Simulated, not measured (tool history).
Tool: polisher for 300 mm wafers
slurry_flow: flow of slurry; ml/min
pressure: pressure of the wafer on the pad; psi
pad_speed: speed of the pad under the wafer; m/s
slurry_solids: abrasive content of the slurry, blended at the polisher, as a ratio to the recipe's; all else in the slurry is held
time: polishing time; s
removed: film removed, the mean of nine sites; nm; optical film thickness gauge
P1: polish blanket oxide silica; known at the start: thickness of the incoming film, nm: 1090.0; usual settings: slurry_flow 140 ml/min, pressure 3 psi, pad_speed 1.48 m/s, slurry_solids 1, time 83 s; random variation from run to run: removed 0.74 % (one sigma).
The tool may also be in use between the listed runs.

run   hour  slurry_flow  pressure  pad_speed  slurry_solids  time  removed
  1    9.9          140         3       1.48              1    83   206.85
  2   22.1          140         3       1.48              1    83   202.07
      35.6  -- worn pad replaced by a new one
  3   36.2           85         3       1.48              1    83   183.11
  4   46.7          140       3.9       0.86              1    83   172.14
  5   61.4          140         3       1.48              1    60   147.48
  6   69.7          140         3       0.84              1    83   128.51
  7   82.5          140         4       1.48           1.35    83   307.48
  8   89.1          140         3       1.48              1    83   200.24
  9  103.4          210         3       1.48              1   115    298.9
 10  115.9          140         3       1.48              1    83   204.07
     127.7  -- slurry nozzle cleaned
 11  129.7          140         3       1.48            1.5    83   241.13
       132  -- slurry blender recalibrated
 12  142.8          140         3       1.48              1    83   202.66
 13  154.4          140         3       1.48              1    83   204.09
 14  161.6          140       1.8       1.48              1    83   123.89
 15  176.6          225         3       1.48              1    83   216.78
 16  188.3          140         4       1.48              1    83   273.49
 17    203          140         3       1.48              1    83    204.2
 18  213.2          140         3       1.48              1   112   270.09
 19  220.7          140         3       2.32              1    83   293.68
 20  227.9          140         3       1.48           0.55    83    147.8
 21  235.7          140         3       1.48              1    83   201.95
 22  249.2          140         3       1.48              1    83    191.1
     258.8  -- worn pad replaced by a new one
     262.5  -- slurry nozzle cleaned
 23    264          140         3       1.48              1    83   188.58
     273.4  -- conditioning disc replaced and pad reconditioned
 24  273.6          140         3       1.48              1    83   186.86
 25  281.5          140         3       1.48              1    83   183.05
 26  291.6          140         3       1.48              1    83   183.27
 27  298.6          140         3       1.48              1    83   181.63

What P1 gives has crept away from where it was. These 2 causes fit the log equally well, each at the size given:
A: abrasive missing from the slurry, % = 19.1
B: head's pressure below its setpoint, % = 9.72
The creep began at about hour 235.7.
Why every other cause is out:
removal rate lost through wear of the pad, %: serviced at hour 258.8, which brought nothing back
slurry flow missing at the pad, %: serviced at hour 262.5, which brought nothing back
time polished since the conditioner stopped cutting, s: serviced at hour 273.4, which brought nothing back

4 check runs are offered, each on 3 wafers whose results are averaged, their results left as question marks. Which one tells the causes apart?
check 1  305.6          140       3.7       1.48              1   106        ?
check 2  305.6          105         3       1.48              1    83        ?
check 3  305.6          140         3       2.22              1    83        ?
check 4  305.6          140         4       1.48           0.55    83        ?

What each check would give under each cause:
  check   result    if A    if B
check 1  removed  290.41  290.31
check 2  removed  173.51  173.46
check 3  removed  255.02  254.94
check 4  removed  173.71  179.13
How far apart the two closest causes lie, in the result that separates them most: check 1 0.03 %; check 2 0.03 %; check 3 0.03 %; check 4 3.07 %
Only check 4 tells the causes apart: in the others they would give nearly the same result.

Then check 4 was run and gave: removed 179.41 nm. Which cause is it?

It is B: head's pressure below its setpoint, %.

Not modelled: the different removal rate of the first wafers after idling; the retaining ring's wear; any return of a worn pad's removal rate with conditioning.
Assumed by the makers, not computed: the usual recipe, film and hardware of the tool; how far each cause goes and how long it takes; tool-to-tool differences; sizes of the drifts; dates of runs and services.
